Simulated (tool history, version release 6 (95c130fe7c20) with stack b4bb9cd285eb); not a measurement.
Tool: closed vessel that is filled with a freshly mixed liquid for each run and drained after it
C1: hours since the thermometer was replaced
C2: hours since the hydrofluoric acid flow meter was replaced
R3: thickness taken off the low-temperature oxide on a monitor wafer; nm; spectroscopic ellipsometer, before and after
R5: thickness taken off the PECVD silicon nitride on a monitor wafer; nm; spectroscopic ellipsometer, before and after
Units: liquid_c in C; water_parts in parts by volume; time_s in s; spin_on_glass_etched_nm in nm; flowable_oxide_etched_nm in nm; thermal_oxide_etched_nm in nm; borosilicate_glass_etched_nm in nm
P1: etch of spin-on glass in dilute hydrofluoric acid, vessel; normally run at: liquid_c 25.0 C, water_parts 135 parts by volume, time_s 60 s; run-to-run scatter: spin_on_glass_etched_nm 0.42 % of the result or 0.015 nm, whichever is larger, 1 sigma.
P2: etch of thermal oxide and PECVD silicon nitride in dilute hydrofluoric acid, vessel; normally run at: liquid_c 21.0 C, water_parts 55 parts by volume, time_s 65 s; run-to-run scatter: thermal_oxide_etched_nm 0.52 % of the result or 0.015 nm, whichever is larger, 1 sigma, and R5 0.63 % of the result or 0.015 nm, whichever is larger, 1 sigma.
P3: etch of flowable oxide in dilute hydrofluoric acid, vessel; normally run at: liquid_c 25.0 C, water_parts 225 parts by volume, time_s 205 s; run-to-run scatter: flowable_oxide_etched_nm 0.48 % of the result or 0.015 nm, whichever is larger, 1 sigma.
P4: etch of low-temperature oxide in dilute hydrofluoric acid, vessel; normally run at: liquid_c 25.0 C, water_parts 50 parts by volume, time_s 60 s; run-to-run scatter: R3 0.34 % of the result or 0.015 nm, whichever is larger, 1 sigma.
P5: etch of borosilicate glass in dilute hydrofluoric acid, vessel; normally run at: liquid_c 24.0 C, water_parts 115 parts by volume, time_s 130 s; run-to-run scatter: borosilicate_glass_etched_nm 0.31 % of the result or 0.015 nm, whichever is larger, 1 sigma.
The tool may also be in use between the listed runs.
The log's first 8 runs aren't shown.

Run 9, hour 123.6: process P1, liquid_c 25.0 C, water_parts 135 parts by volume, time_s 60 s; C1 810.1; C2 1080.1. Result: spin_on_glass_etched_nm 18.166 nm.
Run 10, hour 132.2: process P1, liquid_c 25.0 C, water_parts 135 parts by volume, time_s 60 s; C1 818.7; C2 1088.7. Result: spin_on_glass_etched_nm 18.332 nm.
Run 11, hour 147.2: process P5, liquid_c 24.0 C, water_parts 200 parts by volume, time_s 130 s; C1 833.7; C2 1103.7. Result: borosilicate_glass_etched_nm 23.761 nm.
Run 12, hour 156.8: process P1, liquid_c 21.0 C, water_parts 135 parts by volume, time_s 60 s; C1 843.3; C2 1113.3. Result: spin_on_glass_etched_nm 15.761 nm.
Run 13, hour 175.2: process P1, liquid_c 25.0 C, water_parts 135 parts by volume, time_s 60 s; C1 861.7; C2 1131.7. Result: spin_on_glass_etched_nm 18.334 nm.
Run 14, hour 193.8: process P1, liquid_c 25.0 C, water_parts 135 parts by volume, time_s 60 s; C1 880.3; C2 1150.3. Result: spin_on_glass_etched_nm 18.356 nm.
Run 15, hour 212.5: process P1, liquid_c 30.0 C, water_parts 240 parts by volume, time_s 60 s; C1 899.0; C2 1169.0. Result: spin_on_glass_etched_nm 10.955 nm.
Run 16, hour 229.8: process P1, liquid_c 29.5 C, water_parts 135 parts by volume, time_s 60 s; C1 916.3; C2 1186.3. Result: spin_on_glass_etched_nm 21.842 nm.
Run 17, hour 248.4: process P1, liquid_c 25.0 C, water_parts 195 parts by volume, time_s 60 s; C1 934.9; C2 1204.9. Result: spin_on_glass_etched_nm 11.896 nm.
Run 18, hour 261.3: process P5, liquid_c 24.0 C, water_parts 115 parts by volume, time_s 130 s; C1 947.8; C2 1217.8. Result: borosilicate_glass_etched_nm 45.507 nm.
Run 19, hour 280.3: process P3, liquid_c 17.0 C, water_parts 225 parts by volume, time_s 205 s; C1 966.8; C2 1236.8. Result: flowable_oxide_etched_nm 15.561 nm.
Run 20, hour 294.5: process P3, liquid_c 25.0 C, water_parts 225 parts by volume, time_s 330 s; C1 981.0; C2 1251.0. Result: flowable_oxide_etched_nm 34.228 nm.
Run 21, hour 307.8: process P2, liquid_c 21.0 C, water_parts 55 parts by volume, time_s 65 s; C1 994.3; C2 1264.3. Result: thermal_oxide_etched_nm 5.4150 nm, R5 4.4681 nm.
Run 22, hour 316.2: process P1, liquid_c 25.0 C, water_parts 35 parts by volume, time_s 60 s; C1 1002.7; C2 1272.7. Result: spin_on_glass_etched_nm 80.043 nm.
Run 23, hour 332.5: process P1, liquid_c 25.0 C, water_parts 135 parts by volume, time_s 100 s; C1 1019.0; C2 1289.0. Result: spin_on_glass_etched_nm 30.568 nm.
Run 24, hour 342.5: process P2, liquid_c 17.0 C, water_parts 55 parts by volume, time_s 65 s; C1 1029.0; C2 1299.0. Result: thermal_oxide_etched_nm 4.5311 nm, R5 3.3589 nm.
Run 25, hour 358.4: process P4, liquid_c 25.0 C, water_parts 50 parts by volume, time_s 60 s; C1 1044.9; C2 1314.9. Result: R3 31.851 nm.
Run 26, hour 368.7: process P2, liquid_c 21.0 C, water_parts 55 parts by volume, time_s 30 s; C1 1055.2; C2 1325.2. Result: thermal_oxide_etched_nm 2.4874 nm, R5 2.0578 nm.
Run 27, hour 387.3: process P1, liquid_c 25.0 C, water_parts 135 parts by volume, time_s 60 s; C1 1073.8; C2 1343.8. Result: spin_on_glass_etched_nm 18.341 nm.
Run 28, hour 405.6: process P4, liquid_c 25.0 C, water_parts 50 parts by volume, time_s 95 s; C1 1092.1; C2 1362.1. Result: R3 50.694 nm.

Run 29 comes next. What will it give?
Run 29, hour 417.2: process P5, liquid_c 19.5 C, water_parts 115 parts by volume, time_s 130 s; C1 1103.7; C2 1373.7. Result: borosilicate_glass_etched_nm ?.

{"run 29": {"borosilicate_glass_etched_nm": 37.997}}

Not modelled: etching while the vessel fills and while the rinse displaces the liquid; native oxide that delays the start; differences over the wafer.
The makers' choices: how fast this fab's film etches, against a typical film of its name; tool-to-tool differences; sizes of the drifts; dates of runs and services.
